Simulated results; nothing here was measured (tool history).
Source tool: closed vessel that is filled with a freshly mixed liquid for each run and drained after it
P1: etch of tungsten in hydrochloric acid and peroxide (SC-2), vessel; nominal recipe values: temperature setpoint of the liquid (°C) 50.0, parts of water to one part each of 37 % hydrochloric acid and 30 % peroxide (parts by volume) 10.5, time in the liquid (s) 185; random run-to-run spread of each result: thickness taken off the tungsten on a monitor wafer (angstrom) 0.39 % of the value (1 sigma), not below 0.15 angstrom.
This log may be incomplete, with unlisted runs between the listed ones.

| run | day | temperature setpoint of the liquid (°C) | parts of water to one part each of 37 % hydrochloric acid and 30 % peroxide (parts by volume) | time in the liquid (s) | hours since the thermometer was replaced | hours since the chemicals flow meter was replaced | hours since the drum of peroxide was connected | thickness taken off the tungsten on a monitor wafer (angstrom) |
|---|---|---|---|---|---|---|---|---|
| 1 | 0.146 | 50.0 | 10.5 | 185 | 507.5 | 92.3 | 912.1 | 234.420 |
| 2 | 0.312 | 50.0 | 10.5 | 185 | 511.5 | 96.3 | 916.1 | 235.490 |
| 3 | 0.442 | 35.5 | 10.5 | 185 | 514.6 | 99.4 | 919.2 | 85.298 |
| 4 | 0.629 | 50.0 | 10.5 | 185 | 519.1 | 103.9 | 923.7 | 235.840 |
|  | 0.742 | new drum of peroxide connected |
| 5 | 0.800 | 50.0 | 10.5 | 185 | 523.2 | 108.0 | 1.4 | 235.660 |
| 6 | 0.938 | 50.0 | 10.5 | 185 | 526.5 | 111.3 | 4.7 | 235.210 |
| 7 | 1.112 | 50.0 | 17.0 | 185 | 530.7 | 115.5 | 8.9 | 154.510 |
| 8 | 1.233 | 66.5 | 10.5 | 185 | 533.6 | 118.4 | 11.8 | 667.500 |
| 9 | 1.458 | 50.0 | 10.5 | 185 | 539.0 | 123.8 | 17.2 | 235.310 |
|  | 1.467 | thermometer replaced |
| 10 | 1.625 | 50.0 | 4.0 | 185 | 3.9 | 127.8 | 21.2 | 490.380 |
| 11 | 1.754 | 50.0 | 10.5 | 85 | 7.0 | 130.9 | 24.3 | 107.750 |
| 12 | 1.896 | 50.0 | 10.5 | 365 | 10.4 | 134.3 | 27.7 | 460.530 |
| 13 | 2.150 | 50.0 | 15.5 | 50 | 16.5 | 140.4 | 33.8 | 45.011 |
| 14 | 2.288 | 50.0 | 10.5 | 185 | 19.8 | 143.7 | 37.1 | 236.280 |
| 15 | 2.471 | 50.0 | 10.5 | 185 | 24.2 | 148.1 | 41.5 | 244.660 |
| 16 | 2.621 | 50.0 | 10.5 | 185 | 27.8 | 151.7 | 45.1 | 247.860 |
| 17 | 2.738 | 50.0 | 10.5 | 185 | 30.6 | 154.5 | 47.9 | 252.170 |
| 18 | 2.892 | 50.0 | 10.5 | 185 | 34.3 | 158.2 | 51.6 | 252.750 |
| 19 | 3.038 | 50.0 | 10.5 | 185 | 37.8 | 161.7 | 55.1 | 255.290 |
| 20 | 3.296 | 50.0 | 10.5 | 185 | 44.0 | 167.9 | 61.3 | 256.220 |
| 21 | 3.512 | 50.0 | 10.5 | 185 | 49.2 | 173.1 | 66.5 | 257.460 |

What P1 gives has crept off from where it sat before. The 2 causes that follow fit the log equally well, each at the size noted:
A: chemicals flow above the setpoint (%) = 11.3
B: liquid hotter than its thermometer reads (K) = 1.35
At approximately day 2.288, the process output began to creep.
Excluded causes, each with its reason:
peroxide weaker than its label (%): limited to 8, which would change thickness taken off the tungsten on a monitor wafer (angstrom) by -7.4 %, either short of the creep or opposite in sign

Each of the check runs listed below is run on 2 wafers and reports their average, with the results left as question marks. Pick the one under which the possible causes would lead to clearly different results.
| check 1 | 3.729 | 50.0 | 13.5 | 270 |  |  |  | ? |
| check 2 | 3.729 | 59.0 | 10.5 | 285 |  |  |  | ? |
| check 3 | 3.729 | 42.5 | 4.5 | 185 |  |  |  | ? |
| check 4 | 3.729 | 50.0 | 16.5 | 345 |  |  |  | ? |

Predicted outcomes, by check and by cause:
| check | result | if A | if B |
|---|---|---|---|
| check 1 | thickness taken off the tungsten on a monitor wafer (angstrom) | 302.970 | 302.070 |
| check 2 | thickness taken off the tungsten on a monitor wafer (angstrom) | 708.500 | 705.470 |
| check 3 | thickness taken off the tungsten on a monitor wafer (angstrom) | 290.890 | 297.070 |
| check 4 | thickness taken off the tungsten on a monitor wafer (angstrom) | 325.090 | 323.380 |
Smallest distance between any two causes, each pair judged by its most separating result, in per cent: check 1 0.3 %; check 2 0.43 %; check 3 2.1 %; check 4 0.53 %
Check 3 is the one run that separates the causes; every other check would come out nearly the same whichever cause is at work.

Check 3 was carried out, with these results: thickness taken off the tungsten on a monitor wafer (angstrom) 295.980. Which of the listed causes is responsible?

The correct cause is B, namely: liquid hotter than its thermometer reads (K).

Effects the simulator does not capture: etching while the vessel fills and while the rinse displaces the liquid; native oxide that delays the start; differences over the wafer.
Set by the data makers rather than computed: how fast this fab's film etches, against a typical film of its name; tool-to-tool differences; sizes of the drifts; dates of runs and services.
